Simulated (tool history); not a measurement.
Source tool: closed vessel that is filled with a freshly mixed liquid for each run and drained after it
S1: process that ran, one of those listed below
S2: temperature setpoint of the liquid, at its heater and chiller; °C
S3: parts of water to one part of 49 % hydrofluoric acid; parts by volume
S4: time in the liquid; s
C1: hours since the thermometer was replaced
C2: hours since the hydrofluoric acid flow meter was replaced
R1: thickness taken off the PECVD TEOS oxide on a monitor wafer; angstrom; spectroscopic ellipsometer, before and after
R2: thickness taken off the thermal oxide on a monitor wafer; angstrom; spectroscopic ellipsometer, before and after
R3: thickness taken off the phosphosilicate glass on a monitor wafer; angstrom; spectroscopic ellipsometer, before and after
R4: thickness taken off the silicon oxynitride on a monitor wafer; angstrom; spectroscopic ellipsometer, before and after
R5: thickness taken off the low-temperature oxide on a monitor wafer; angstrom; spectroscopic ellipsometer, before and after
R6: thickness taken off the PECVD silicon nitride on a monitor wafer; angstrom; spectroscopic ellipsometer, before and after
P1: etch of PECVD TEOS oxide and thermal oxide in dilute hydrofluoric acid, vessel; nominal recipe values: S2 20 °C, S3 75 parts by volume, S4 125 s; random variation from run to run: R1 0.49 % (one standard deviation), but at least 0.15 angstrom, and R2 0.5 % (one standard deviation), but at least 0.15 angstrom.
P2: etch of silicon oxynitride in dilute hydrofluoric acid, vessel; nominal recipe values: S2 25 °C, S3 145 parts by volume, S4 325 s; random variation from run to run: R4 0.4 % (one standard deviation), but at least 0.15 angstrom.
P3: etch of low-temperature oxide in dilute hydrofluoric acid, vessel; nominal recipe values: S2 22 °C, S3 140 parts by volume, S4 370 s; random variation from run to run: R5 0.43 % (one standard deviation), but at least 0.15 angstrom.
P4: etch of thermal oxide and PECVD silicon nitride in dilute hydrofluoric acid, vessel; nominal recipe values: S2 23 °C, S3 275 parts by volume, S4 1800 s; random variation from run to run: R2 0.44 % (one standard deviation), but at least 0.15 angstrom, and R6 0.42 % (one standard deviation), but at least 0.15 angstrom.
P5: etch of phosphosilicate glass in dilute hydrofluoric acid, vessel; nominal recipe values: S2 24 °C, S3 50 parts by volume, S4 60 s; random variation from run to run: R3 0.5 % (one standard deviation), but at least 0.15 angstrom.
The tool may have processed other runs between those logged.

| run | day | S1 | S2 | S3 | S4 | C1 | C2 | R1 | R2 | R3 | R4 | R5 | R6 |
|---|---|---|---|---|---|---|---|---|---|---|---|---|---|
| 1 | 0.321 | P1 | 20 | 75 | 125 | 320.4 | 690.6 | 124.56 | 68.157 |  |  |  |  |
| 2 | 0.554 | P1 | 20 | 125 | 65 | 326 | 696.2 | 36.778 | 20.112 |  |  |  |  |
| 3 | 0.825 | P1 | 20 | 100 | 175 | 332.5 | 702.7 | 127.6 | 69.843 |  |  |  |  |
| 4 | 1.079 | P5 | 24 | 50 | 60 | 338.6 | 708.8 |  |  | 1625.8 |  |  |  |
| 5 | 1.425 | P2 | 25 | 145 | 115 | 346.9 | 717.1 |  |  |  | 31.18 |  |  |
| 6 | 1.683 | P1 | 20 | 30 | 125 | 353.1 | 723.3 | 328.48 | 182.22 |  |  |  |  |
| 7 | 1.875 | P1 | 20 | 75 | 125 | 357.7 | 727.9 | 125.7 | 68.21 |  |  |  |  |
| 8 | 2.175 | P3 | 22 | 140 | 735 | 364.9 | 735.1 |  |  |  |  | 494.88 |  |
| 9 | 2.45 | P1 | 20 | 110 | 125 | 371.5 | 741.7 | 81.368 | 44.772 |  |  |  |  |
| 10 | 2.808 | P1 | 20 | 75 | 30 | 380.1 | 750.3 | 29.764 | 16.231 |  |  |  |  |
| 11 | 2.996 | P1 | 20 | 75 | 125 | 384.6 | 754.8 | 123.52 | 68.396 |  |  |  |  |
| 12 | 3.221 | P3 | 22 | 220 | 370 | 390 | 760.2 |  |  |  |  | 146.61 |  |
| 13 | 3.475 | P1 | 20 | 75 | 125 | 396.1 | 766.3 | 125.12 | 68.104 |  |  |  |  |
| 14 | 3.842 | P2 | 19.5 | 145 | 325 | 404.9 | 775.1 |  |  |  | 67.332 |  |  |
| 15 | 4.204 | P5 | 24 | 50 | 30 | 413.6 | 783.8 |  |  | 812.52 |  |  |  |
| 16 | 4.388 | P1 | 17 | 120 | 125 | 418 | 788.2 | 65.274 | 35.825 |  |  |  |  |
| 17 | 4.688 | P3 | 22 | 140 | 370 | 425.2 | 795.4 |  |  |  |  | 251.31 |  |
| 18 | 4.929 | P5 | 20 | 50 | 60 | 431 | 801.2 |  |  | 1381.9 |  |  |  |
| 19 | 5.296 | P2 | 25 | 145 | 325 | 439.8 | 810 |  |  |  | 86.767 |  |  |
| 20 | 5.479 | P1 | 17 | 75 | 125 | 444.2 | 814.4 | 109.14 | 60.342 |  |  |  |  |
| 21 | 5.758 | P1 | 20 | 75 | 125 | 450.9 | 821.1 | 123.84 | 67.952 |  |  |  |  |
| 22 | 5.962 | P5 | 24 | 50 | 60 | 455.8 | 826 |  |  | 1630.7 |  |  |  |
| 23 | 6.142 | P3 | 26 | 140 | 370 | 460.1 | 830.3 |  |  |  |  | 292.58 |  |
| 24 | 6.388 | P4 | 23 | 275 | 1800 | 466 | 836.2 |  | 250.29 |  |  |  | 339.65 |
| 25 | 6.712 | P2 | 25 | 240 | 325 | 473.8 | 844 |  |  |  | 49.557 |  |  |
| 26 | 7.046 | P3 | 22 | 140 | 370 | 481.8 | 852 |  |  |  |  | 251.37 |  |
| 27 | 7.254 | P1 | 20 | 75 | 195 | 486.8 | 857 | 193.58 | 106.13 |  |  |  |  |
| 28 | 7.492 | P1 | 20 | 75 | 125 | 492.5 | 862.7 | 125.24 | 68.632 |  |  |  |  |
| 29 | 7.696 | P5 | 24 | 80 | 60 | 497.4 | 867.6 |  |  | 977.7 |  |  |  |
| 30 | 7.912 | P4 | 23 | 120 | 1800 | 502.6 | 872.8 |  | 673.76 |  |  |  | 778.83 |
| 31 | 8.254 | P1 | 25.5 | 75 | 125 | 510.8 | 881 | 156.46 | 86.28 |  |  |  |  |
| 32 | 8.442 | P4 | 23 | 275 | 645 | 515.3 | 885.5 |  | 89.915 |  |  |  | 121.65 |
| 33 | 8.775 | P4 | 17.5 | 275 | 1800 | 523.3 | 893.5 |  | 204.46 |  |  |  | 241.55 |
| 34 | 9.088 | P1 | 20 | 75 | 125 | 530.8 | 901 | 124.73 | 68.387 |  |  |  |  |
| 35 | 9.275 | P1 | 20 | 75 | 125 | 535.3 | 905.5 | 127.88 | 70.67 |  |  |  |  |
| 36 | 9.629 | P1 | 20 | 75 | 125 | 543.8 | 914 | 131.73 | 72.361 |  |  |  |  |
| 37 | 9.842 | P1 | 20 | 75 | 125 | 548.9 | 919.1 | 132.51 | 72.775 |  |  |  |  |
| 38 | 10.025 | P1 | 20 | 75 | 125 | 553.3 | 923.5 | 133.29 | 73.178 |  |  |  |  |
| 39 | 10.212 | P1 | 20 | 75 | 125 | 557.8 | 928 | 134.89 | 73.327 |  |  |  |  |
| 40 | 10.492 | P1 | 20 | 75 | 125 | 564.5 | 934.7 | 134 | 74.593 |  |  |  |  |
| 41 | 10.679 | P1 | 20 | 75 | 125 | 569 | 939.2 | 136.13 | 73.928 |  |  |  |  |
| 42 | 10.858 | P1 | 20 | 75 | 125 | 573.3 | 943.5 | 135.63 | 74.101 |  |  |  |  |
| 43 | 11.033 | P1 | 20 | 75 | 125 | 577.5 | 947.7 | 135.57 | 73.962 |  |  |  |  |
| 44 | 11.267 | P1 | 20 | 75 | 125 | 583.1 | 953.3 | 136.26 | 74.159 |  |  |  |  |
| 45 | 11.542 | P1 | 20 | 75 | 125 | 589.7 | 959.9 | 134.56 | 74.1 |  |  |  |  |

What P1 gives has crept away from where it was. These 2 causes fit the log equally well, each at the size given:
A: hydrofluoric acid flow above the setpoint (%) = 7.91
B: liquid hotter than its thermometer reads (K) = 2
Onset of the creep was near day 9.088.

Each of the 4 check runs below uses one wafer; its results are left as question marks. Which run tells the causes apart?
| check 1 | 11.817 | P4 | 23 | 275 | 1800 |  |  |  | ? |  |  |  | ? |
| check 2 | 11.817 | P3 | 22 | 140 | 370 |  |  |  |  |  |  | ? |  |
| check 3 | 11.817 | P2 | 25 | 145 | 325 |  |  |  |  |  | ? |  |  |
| check 4 | 11.817 | P5 | 24 | 50 | 60 |  |  |  |  | ? |  |  |  |

What every check run would give for each of its results, assuming each possible cause in turn:
| check | result | if A | if B |
|---|---|---|---|
| check 1 | R2 | 274.47 | 267.57 |
| check 1 | R6 | 368.3 | 386.45 |
| check 2 | R5 | 272.35 | 269.7 |
| check 3 | R4 | 95.127 | 95.636 |
| check 4 | R3 | 1769.5 | 1770.5 |
Per check, the gap between the least separated pair of causes, taken in the result that splits them most: check 1 4.81 %; check 2 0.98 %; check 3 0.53 %; check 4 0.05 %
Check 1 tells the causes apart: in the others they would give nearly the same result.

Running check 1 produced the following: R2 275.77 angstrom; R6 365.54 angstrom. Which one of the listed causes fits?

A is the cause: hydrofluoric acid flow above the setpoint (%).
